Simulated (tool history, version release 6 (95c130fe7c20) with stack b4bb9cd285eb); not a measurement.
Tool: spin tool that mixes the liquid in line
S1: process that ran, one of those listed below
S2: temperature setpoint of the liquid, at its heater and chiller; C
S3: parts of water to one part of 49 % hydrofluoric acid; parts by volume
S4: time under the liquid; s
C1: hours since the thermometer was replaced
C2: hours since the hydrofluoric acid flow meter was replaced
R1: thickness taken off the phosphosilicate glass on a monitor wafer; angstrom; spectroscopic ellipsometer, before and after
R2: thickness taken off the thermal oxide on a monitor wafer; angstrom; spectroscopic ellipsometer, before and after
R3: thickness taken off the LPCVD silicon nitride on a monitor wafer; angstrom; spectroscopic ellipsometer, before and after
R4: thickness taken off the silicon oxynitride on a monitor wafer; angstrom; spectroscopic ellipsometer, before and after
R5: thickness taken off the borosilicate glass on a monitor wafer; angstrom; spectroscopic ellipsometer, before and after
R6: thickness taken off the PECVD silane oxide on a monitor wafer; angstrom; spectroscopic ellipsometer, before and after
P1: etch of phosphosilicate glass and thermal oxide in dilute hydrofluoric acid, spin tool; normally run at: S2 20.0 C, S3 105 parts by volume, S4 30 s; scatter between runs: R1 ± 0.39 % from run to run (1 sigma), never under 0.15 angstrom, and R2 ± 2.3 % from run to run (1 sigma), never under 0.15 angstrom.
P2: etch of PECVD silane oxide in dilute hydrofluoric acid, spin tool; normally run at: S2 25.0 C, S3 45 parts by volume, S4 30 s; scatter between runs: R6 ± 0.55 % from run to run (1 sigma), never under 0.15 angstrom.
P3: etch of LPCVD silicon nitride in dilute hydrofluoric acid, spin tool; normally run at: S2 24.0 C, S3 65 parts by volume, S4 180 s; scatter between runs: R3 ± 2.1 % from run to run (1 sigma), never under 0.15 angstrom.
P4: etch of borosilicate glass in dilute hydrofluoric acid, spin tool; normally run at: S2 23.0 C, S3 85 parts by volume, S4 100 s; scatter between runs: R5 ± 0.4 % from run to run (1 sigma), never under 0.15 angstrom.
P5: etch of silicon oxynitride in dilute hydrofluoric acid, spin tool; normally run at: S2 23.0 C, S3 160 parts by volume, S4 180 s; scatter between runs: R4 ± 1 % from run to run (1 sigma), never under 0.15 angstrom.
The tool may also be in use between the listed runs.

| run | hour | S1 | S2 | S3 | S4 | C1 | C2 | R1 | R2 | R3 | R4 | R5 | R6 |
|---|---|---|---|---|---|---|---|---|---|---|---|---|---|
| 1 | 7.4 | P1 | 20.0 | 105 | 30 | 829.4 | 217.7 | 148.510 | 11.9930 |  |  |  |  |
| 2 | 16.8 | P3 | 24.0 | 65 | 280 | 838.8 | 227.1 |  |  | 19.674 |  |  |  |
| 3 | 24.8 | P5 | 23.0 | 285 | 180 | 846.8 | 235.1 |  |  |  | 11.398 |  |  |
| 4 | 33.4 | P1 | 20.0 | 150 | 30 | 855.4 | 243.7 | 99.322 | 8.0465 |  |  |  |  |
| 5 | 47.3 | P4 | 27.5 | 85 | 100 | 869.3 | 257.6 |  |  |  |  | 462.75 |  |
| 6 | 57.6 | P1 | 20.0 | 105 | 15 | 879.6 | 267.9 | 75.221 | 6.0646 |  |  |  |  |
| 7 | 65.4 | P5 | 23.0 | 160 | 310 | 887.4 | 275.7 |  |  |  | 38.204 |  |  |
| 8 | 77.1 | P3 | 24.0 | 65 | 180 | 899.1 | 287.4 |  |  | 12.551 |  |  |  |
| 9 | 91.7 | P4 | 23.0 | 85 | 100 | 913.7 | 302.0 |  |  |  |  | 387.34 |  |
| 10 | 100.9 | P4 | 23.0 | 85 | 100 | 922.9 | 311.2 |  |  |  |  | 390.14 |  |
| 11 | 109.6 | P1 | 20.0 | 105 | 65 | 931.6 | 319.9 | 326.690 | 25.2970 |  |  |  |  |
| 12 | 119.5 | P2 | 25.0 | 45 | 30 | 941.5 | 329.8 |  |  |  |  |  | 189.66 |
| 13 | 130.5 | P1 | 20.0 | 105 | 30 | 952.5 | 340.8 | 148.800 | 11.4850 |  |  |  |  |
| 14 | 144.2 | P2 | 32.5 | 45 | 30 | 966.2 | 354.5 |  |  |  |  |  | 253.86 |
| 15 | 154.8 | P3 | 24.0 | 20 | 180 | 976.8 | 365.1 |  |  | 41.494 |  |  |  |
| 16 | 162.0 | P1 | 20.0 | 105 | 30 | 984.0 | 372.3 | 150.570 | 11.4450 |  |  |  |  |
| 17 | 174.8 | P1 | 20.0 | 105 | 30 | 996.8 | 385.1 | 150.330 | 11.5760 |  |  |  |  |
| 18 | 188.6 | P1 | 23.5 | 105 | 30 | 1010.6 | 398.9 | 173.820 | 13.0750 |  |  |  |  |
| 19 | 196.7 | P5 | 28.5 | 160 | 180 | 1018.7 | 407.0 |  |  |  | 28.499 |  |  |
| 20 | 205.5 | P1 | 20.0 | 105 | 30 | 1027.5 | 415.8 | 149.190 | 11.6650 |  |  |  |  |
| 21 | 213.1 | P1 | 20.0 | 180 | 55 | 1035.1 | 423.4 | 146.880 | 11.9710 |  |  |  |  |
| 22 | 219.9 | P3 | 24.0 | 65 | 180 | 1041.9 | 430.2 |  |  | 13.447 |  |  |  |
| 23 | 232.9 | P1 | 20.0 | 50 | 30 | 1054.9 | 443.2 | 337.110 | 26.3400 |  |  |  |  |
| 24 | 243.2 | P2 | 25.0 | 65 | 30 | 1065.2 | 453.5 |  |  |  |  |  | 127.87 |
| 25 | 255.0 | P3 | 17.0 | 65 | 180 | 1077.0 | 465.3 |  |  | 8.074 |  |  |  |
| 26 | 265.7 | P1 | 17.0 | 105 | 30 | 1087.7 | 476.0 | 132.330 | 10.5280 |  |  |  |  |
| 27 | 276.4 | P2 | 25.0 | 45 | 30 | 1098.4 | 486.7 |  |  |  |  |  | 190.25 |
| 28 | 285.5 | P5 | 23.0 | 160 | 180 | 1107.5 | 495.8 |  |  |  | 21.514 |  |  |
| 29 | 293.4 | P4 | 23.0 | 20 | 100 | 1115.4 | 503.7 |  |  |  |  | 1789.90 |  |
| 30 | 304.2 | P1 | 17.0 | 55 | 30 | 1126.2 | 514.5 | 267.730 | 21.0430 |  |  |  |  |
| 31 | 316.8 | P1 | 20.0 | 165 | 15 | 1138.8 | 527.1 | 44.837 | 3.4511 |  |  |  |  |
| 32 | 327.0 | P2 | 25.0 | 45 | 65 | 1149.0 | 537.3 |  |  |  |  |  | 410.16 |
| 33 | 336.0 | P4 | 23.0 | 85 | 165 | 1158.0 | 546.3 |  |  |  |  | 641.74 |  |
| 34 | 347.7 | P1 | 20.0 | 105 | 30 | 1169.7 | 558.0 | 149.710 | 11.7710 |  |  |  |  |
| 35 | 360.0 | P1 | 20.0 | 105 | 30 | 1182.0 | 570.3 | 143.010 | 11.6750 |  |  |  |  |
| 36 | 366.6 | P1 | 20.0 | 105 | 30 | 1188.6 | 576.9 | 142.160 | 11.0440 |  |  |  |  |
| 37 | 378.4 | P1 | 20.0 | 105 | 30 | 1200.4 | 588.7 | 138.600 | 11.2410 |  |  |  |  |
| 38 | 384.9 | P1 | 20.0 | 105 | 30 | 1206.9 | 595.2 | 138.000 | 10.9180 |  |  |  |  |
| 39 | 396.4 | P1 | 20.0 | 105 | 30 | 1218.4 | 606.7 | 137.740 | 10.6350 |  |  |  |  |
| 40 | 410.8 | P1 | 20.0 | 105 | 30 | 1232.8 | 621.1 | 136.710 | 10.4390 |  |  |  |  |
| 41 | 422.9 | P1 | 20.0 | 105 | 30 | 1244.9 | 633.2 | 136.820 | 11.3990 |  |  |  |  |
| 42 | 433.0 | P1 | 20.0 | 105 | 30 | 1255.0 | 643.3 | 135.780 | 10.3870 |  |  |  |  |

P1 has crept away from where it was. The log is fitted equally well by each of these 2 causes, at the sizes shown:
A: hydrofluoric acid flow below the setpoint (%) = 8.11
B: liquid colder than its thermometer reads (K) = 2.3
Onset of the creep was near hour 347.7.

Of the 4 check runs below, each run on 5 wafers with the results averaged and each result still a question mark, which one would tell the listed causes apart?
| check 1 | 443.1 | P4 | 23.0 | 85 | 155 |  |  |  |  |  |  | ? |  |
| check 2 | 443.1 | P3 | 20.5 | 65 | 275 |  |  |  |  | ? |  |  |  |
| check 3 | 443.1 | P5 | 26.0 | 280 | 180 |  |  |  |  |  | ? |  |  |
| check 4 | 443.1 | P2 | 30.5 | 45 | 30 |  |  |  |  |  |  |  | ? |

Outcome of each check run for each possible cause:
| check | result | if A | if B |
|---|---|---|---|
| check 1 | R5 | 547.48 | 547.39 |
| check 2 | R3 | 14.523 | 13.447 |
| check 3 | R4 | 11.947 | 12.008 |
| check 4 | R6 | 215.81 | 215.72 |
Minimum pairwise separation of causes per check, each pair taken at its best-separating result: check 1 0.02 %; check 2 7.7 %; check 3 0.51 %; check 4 0.04 %
Check 2 tells the causes apart: in the others they would give nearly the same result.

The results of check 2 are: R3 14.529 angstrom. Based on these, which of the listed causes is it?

The correct cause is A, namely: hydrofluoric acid flow below the setpoint (%).

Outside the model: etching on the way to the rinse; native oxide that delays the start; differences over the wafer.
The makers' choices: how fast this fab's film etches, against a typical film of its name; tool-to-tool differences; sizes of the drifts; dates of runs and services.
